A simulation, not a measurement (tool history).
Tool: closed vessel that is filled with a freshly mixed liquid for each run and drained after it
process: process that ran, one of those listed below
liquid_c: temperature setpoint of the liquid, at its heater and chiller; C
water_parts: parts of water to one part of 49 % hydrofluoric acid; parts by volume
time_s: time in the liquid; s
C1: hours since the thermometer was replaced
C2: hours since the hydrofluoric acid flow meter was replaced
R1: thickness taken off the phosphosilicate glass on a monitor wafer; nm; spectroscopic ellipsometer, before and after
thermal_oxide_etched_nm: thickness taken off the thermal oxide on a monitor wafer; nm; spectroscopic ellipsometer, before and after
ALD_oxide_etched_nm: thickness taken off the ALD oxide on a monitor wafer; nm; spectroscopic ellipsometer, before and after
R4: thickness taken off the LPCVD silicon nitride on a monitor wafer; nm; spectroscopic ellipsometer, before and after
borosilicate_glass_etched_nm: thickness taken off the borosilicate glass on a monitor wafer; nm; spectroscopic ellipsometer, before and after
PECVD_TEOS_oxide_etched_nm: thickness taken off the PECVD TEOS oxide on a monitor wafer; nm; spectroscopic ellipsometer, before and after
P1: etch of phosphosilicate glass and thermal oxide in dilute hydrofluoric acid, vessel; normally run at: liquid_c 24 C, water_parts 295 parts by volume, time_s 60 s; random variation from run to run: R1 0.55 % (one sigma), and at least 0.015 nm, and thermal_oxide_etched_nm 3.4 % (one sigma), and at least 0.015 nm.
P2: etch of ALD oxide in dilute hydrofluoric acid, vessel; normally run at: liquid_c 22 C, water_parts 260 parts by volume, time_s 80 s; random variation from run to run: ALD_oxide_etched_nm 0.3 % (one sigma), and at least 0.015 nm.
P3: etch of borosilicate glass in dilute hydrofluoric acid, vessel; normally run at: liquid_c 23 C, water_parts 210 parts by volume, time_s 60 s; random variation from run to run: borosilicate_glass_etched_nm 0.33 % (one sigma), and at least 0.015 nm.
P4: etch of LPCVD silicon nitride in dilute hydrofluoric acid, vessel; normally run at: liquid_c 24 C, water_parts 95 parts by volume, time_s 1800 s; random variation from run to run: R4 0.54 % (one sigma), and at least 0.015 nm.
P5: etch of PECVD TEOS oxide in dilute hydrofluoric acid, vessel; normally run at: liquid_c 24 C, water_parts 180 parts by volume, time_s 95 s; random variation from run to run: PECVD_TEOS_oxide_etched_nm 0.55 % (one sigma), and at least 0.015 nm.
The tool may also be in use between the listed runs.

Run 1, hour 8.1: process P1, liquid_c 24 C, water_parts 295 parts by volume, time_s 60 s; C1 921; C2 1411.4. Result: R1 12.375 nm, thermal_oxide_etched_nm 0.80843 nm.
Run 2, hour 15.6: process P1, liquid_c 24 C, water_parts 295 parts by volume, time_s 60 s; C1 928.5; C2 1418.9. Result: R1 12.317 nm, thermal_oxide_etched_nm 0.78979 nm.
Run 3, hour 21.5: process P2, liquid_c 22 C, water_parts 260 parts by volume, time_s 150 s; C1 934.4; C2 1424.8. Result: ALD_oxide_etched_nm 13.088 nm.
Run 4, hour 31.3: process P1, liquid_c 24 C, water_parts 295 parts by volume, time_s 60 s; C1 944.2; C2 1434.6. Result: R1 12.412 nm, thermal_oxide_etched_nm 0.76075 nm.
Run 5, hour 40.1: process P2, liquid_c 22 C, water_parts 445 parts by volume, time_s 80 s; C1 953; C2 1443.4. Result: ALD_oxide_etched_nm 3.4515 nm.
Run 6, hour 49: process P2, liquid_c 22 C, water_parts 260 parts by volume, time_s 80 s; C1 961.9; C2 1452.3. Result: ALD_oxide_etched_nm 6.9821 nm.
Run 7, hour 56.4: process P1, liquid_c 24 C, water_parts 295 parts by volume, time_s 60 s; C1 969.3; C2 1459.7. Result: R1 12.285 nm, thermal_oxide_etched_nm 0.71725 nm.
Run 8, hour 65.9: process P1, liquid_c 29 C, water_parts 295 parts by volume, time_s 60 s; C1 978.8; C2 1469.2. Result: R1 14.697 nm, thermal_oxide_etched_nm 0.89758 nm.
Run 9, hour 75.5: process P1, liquid_c 24 C, water_parts 150 parts by volume, time_s 60 s; C1 988.4; C2 1478.8. Result: R1 28.546 nm, thermal_oxide_etched_nm 1.6518 nm.
Run 10, hour 85.2: process P4, liquid_c 29.5 C, water_parts 95 parts by volume, time_s 1800 s; C1 998.1; C2 1488.5. Result: R4 13.163 nm.
Run 11, hour 95.2: process P1, liquid_c 24 C, water_parts 295 parts by volume, time_s 105 s; C1 1008.1; C2 1498.5. Result: R1 21.916 nm, thermal_oxide_etched_nm 1.2966 nm.
Run 12, hour 102.5: process P4, liquid_c 24 C, water_parts 95 parts by volume, time_s 1800 s; C1 1015.4; C2 1505.8. Result: R4 9.2009 nm.
Run 13, hour 107.5: process P3, liquid_c 23 C, water_parts 210 parts by volume, time_s 60 s; C1 1020.4; C2 1510.8. Result: borosilicate_glass_etched_nm 9.1956 nm.
At hour 107.8: thermometer replaced.
Run 14, hour 115.9: process P1, liquid_c 24 C, water_parts 295 parts by volume, time_s 35 s; C1 8.2; C2 1519.2. Result: R1 7.298 nm, thermal_oxide_etched_nm 0.43366 nm.
Run 15, hour 121: process P2, liquid_c 28 C, water_parts 260 parts by volume, time_s 80 s; C1 13.3; C2 1524.3. Result: ALD_oxide_etched_nm 8.6797 nm.
Run 16, hour 129.5: process P1, liquid_c 24 C, water_parts 125 parts by volume, time_s 110 s; C1 21.8; C2 1532.8. Result: R1 64.448 nm, thermal_oxide_etched_nm 3.8386 nm.
Run 17, hour 140.4: process P4, liquid_c 24 C, water_parts 95 parts by volume, time_s 3385 s; C1 32.7; C2 1543.7. Result: R4 17.349 nm.
Run 18, hour 149.1: process P5, liquid_c 24 C, water_parts 180 parts by volume, time_s 95 s; C1 41.4; C2 1552.4. Result: PECVD_TEOS_oxide_etched_nm 5.8824 nm.
Run 19, hour 155.4: process P5, liquid_c 24 C, water_parts 180 parts by volume, time_s 135 s; C1 47.7; C2 1558.7. Result: PECVD_TEOS_oxide_etched_nm 8.4927 nm.
Run 20, hour 160.4: process P1, liquid_c 17 C, water_parts 295 parts by volume, time_s 60 s; C1 52.7; C2 1563.7. Result: R1 9.5607 nm, thermal_oxide_etched_nm 0.6025 nm.
Run 21, hour 168.4: process P3, liquid_c 23 C, water_parts 210 parts by volume, time_s 60 s; C1 60.7; C2 1571.7. Result: borosilicate_glass_etched_nm 9.1855 nm.
Run 22, hour 173.6: process P3, liquid_c 23 C, water_parts 110 parts by volume, time_s 60 s; C1 65.9; C2 1576.9. Result: borosilicate_glass_etched_nm 19.526 nm.
Run 23, hour 182: process P4, liquid_c 24 C, water_parts 170 parts by volume, time_s 1800 s; C1 74.3; C2 1585.3. Result: R4 5.1735 nm.
Run 24, hour 192.5: process P5, liquid_c 24 C, water_parts 180 parts by volume, time_s 95 s; C1 84.8; C2 1595.8. Result: PECVD_TEOS_oxide_etched_nm 5.8666 nm.
Run 25, hour 202: process P1, liquid_c 31.5 C, water_parts 515 parts by volume, time_s 60 s; C1 94.3; C2 1605.3. Result: R1 7.2352 nm, thermal_oxide_etched_nm 0.44624 nm.
Run 26, hour 210.6: process P5, liquid_c 30.5 C, water_parts 180 parts by volume, time_s 95 s; C1 102.9; C2 1613.9. Result: PECVD_TEOS_oxide_etched_nm 7.4207 nm.
Run 27, hour 217.2: process P4, liquid_c 24 C, water_parts 95 parts by volume, time_s 1800 s; C1 109.5; C2 1620.5. Result: R4 9.288 nm.
Run 28, hour 224.4: process P1, liquid_c 24 C, water_parts 295 parts by volume, time_s 60 s; C1 116.7; C2 1627.7. Result: R1 12.396 nm, thermal_oxide_etched_nm 0.7792 nm.
At hour 231.1: hydrofluoric acid flow meter replaced.
Run 29, hour 232.4: process P1, liquid_c 24 C, water_parts 535 parts by volume, time_s 60 s; C1 124.7; C2 1.3. Result: R1 5.4711 nm, thermal_oxide_etched_nm 0.34889 nm.
Run 30, hour 239.8: process P5, liquid_c 24 C, water_parts 305 parts by volume, time_s 95 s; C1 132.1; C2 8.7. Result: PECVD_TEOS_oxide_etched_nm 3.0255 nm.
Run 31, hour 250.3: process P3, liquid_c 23 C, water_parts 210 parts by volume, time_s 110 s; C1 142.6; C2 19.2. Result: borosilicate_glass_etched_nm 16.929 nm.
Run 32, hour 261.9: process P3, liquid_c 31 C, water_parts 210 parts by volume, time_s 60 s; C1 154.2; C2 30.8. Result: borosilicate_glass_etched_nm 12.247 nm.
Run 33, hour 270: process P1, liquid_c 24 C, water_parts 295 parts by volume, time_s 60 s; C1 162.3; C2 38.9. Result: R1 12.334 nm, thermal_oxide_etched_nm 0.77098 nm.
Run 34, hour 279.5: process P1, liquid_c 24 C, water_parts 295 parts by volume, time_s 60 s; C1 171.8; C2 48.4. Result: R1 12.649 nm, thermal_oxide_etched_nm 0.78148 nm.
Run 35, hour 287.6: process P1, liquid_c 24 C, water_parts 295 parts by volume, time_s 60 s; C1 179.9; C2 56.5. Result: R1 13.053 nm, thermal_oxide_etched_nm 0.74415 nm.
Run 36, hour 295.8: process P1, liquid_c 24 C, water_parts 295 parts by volume, time_s 60 s; C1 188.1; C2 64.7. Result: R1 13.187 nm, thermal_oxide_etched_nm 0.82079 nm.
Run 37, hour 306.6: process P1, liquid_c 24 C, water_parts 295 parts by volume, time_s 60 s; C1 198.9; C2 75.5. Result: R1 13.312 nm, thermal_oxide_etched_nm 0.76135 nm.
Run 38, hour 313.5: process P1, liquid_c 24 C, water_parts 295 parts by volume, time_s 60 s; C1 205.8; C2 82.4. Result: R1 13.296 nm, thermal_oxide_etched_nm 0.85725 nm.
Run 39, hour 322.7: process P1, liquid_c 24 C, water_parts 295 parts by volume, time_s 60 s; C1 215; C2 91.6. Result: R1 13.308 nm, thermal_oxide_etched_nm 0.82428 nm.
Run 40, hour 333.4: process P1, liquid_c 24 C, water_parts 295 parts by volume, time_s 60 s; C1 225.7; C2 102.3. Result: R1 13.417 nm, thermal_oxide_etched_nm 0.80867 nm.
Run 41, hour 343: process P1, liquid_c 24 C, water_parts 295 parts by volume, time_s 60 s; C1 235.3; C2 111.9. Result: R1 13.464 nm, thermal_oxide_etched_nm 0.81441 nm.
Run 42, hour 350.3: process P1, liquid_c 24 C, water_parts 295 parts by volume, time_s 60 s; C1 242.6; C2 119.2. Result: R1 13.351 nm, thermal_oxide_etched_nm 0.82921 nm.

What P1 gives has crept away from where it was. These 2 causes fit the log equally well, each at the size given:
A: hydrofluoric acid flow above the setpoint (%) = 5.98
B: liquid hotter than its thermometer reads (K) = 2.17
The creep began at about hour 270.

4 check runs are offered, one wafer each, their results left as question marks. Which one tells the causes apart?
Run check 1, hour 357.6: process P2, liquid_c 25 C, water_parts 260 parts by volume, time_s 80 s. Result: ALD_oxide_etched_nm ?.
Run check 2, hour 357.6: process P4, liquid_c 29 C, water_parts 170 parts by volume, time_s 1800 s. Result: R4 ?.
Run check 3, hour 357.6: process P5, liquid_c 28.5 C, water_parts 180 parts by volume, time_s 95 s. Result: PECVD_TEOS_oxide_etched_nm ?.
Run check 4, hour 357.6: process P3, liquid_c 30.5 C, water_parts 210 parts by volume, time_s 60 s. Result: borosilicate_glass_etched_nm ?.

What each check would give under each cause:
  check                        result    if A    if B
check 1           ALD_oxide_etched_nm  8.3549  8.3714
check 2                            R4  7.5246  8.0921
check 3    PECVD_TEOS_oxide_etched_nm  7.4672  7.5119
check 4  borosilicate_glass_etched_nm  12.953  12.958
How far apart the two closest causes lie, in the result that separates them most: check 1 0.2 %; check 2 7.27 %; check 3 0.6 %; check 4 0.04 %
Only check 2 tells the causes apart: in the others they would give nearly the same result.

Check 2 was then run and gave: R4 7.5462 nm. Which cause is it?

It is A: hydrofluoric acid flow above the setpoint (%).
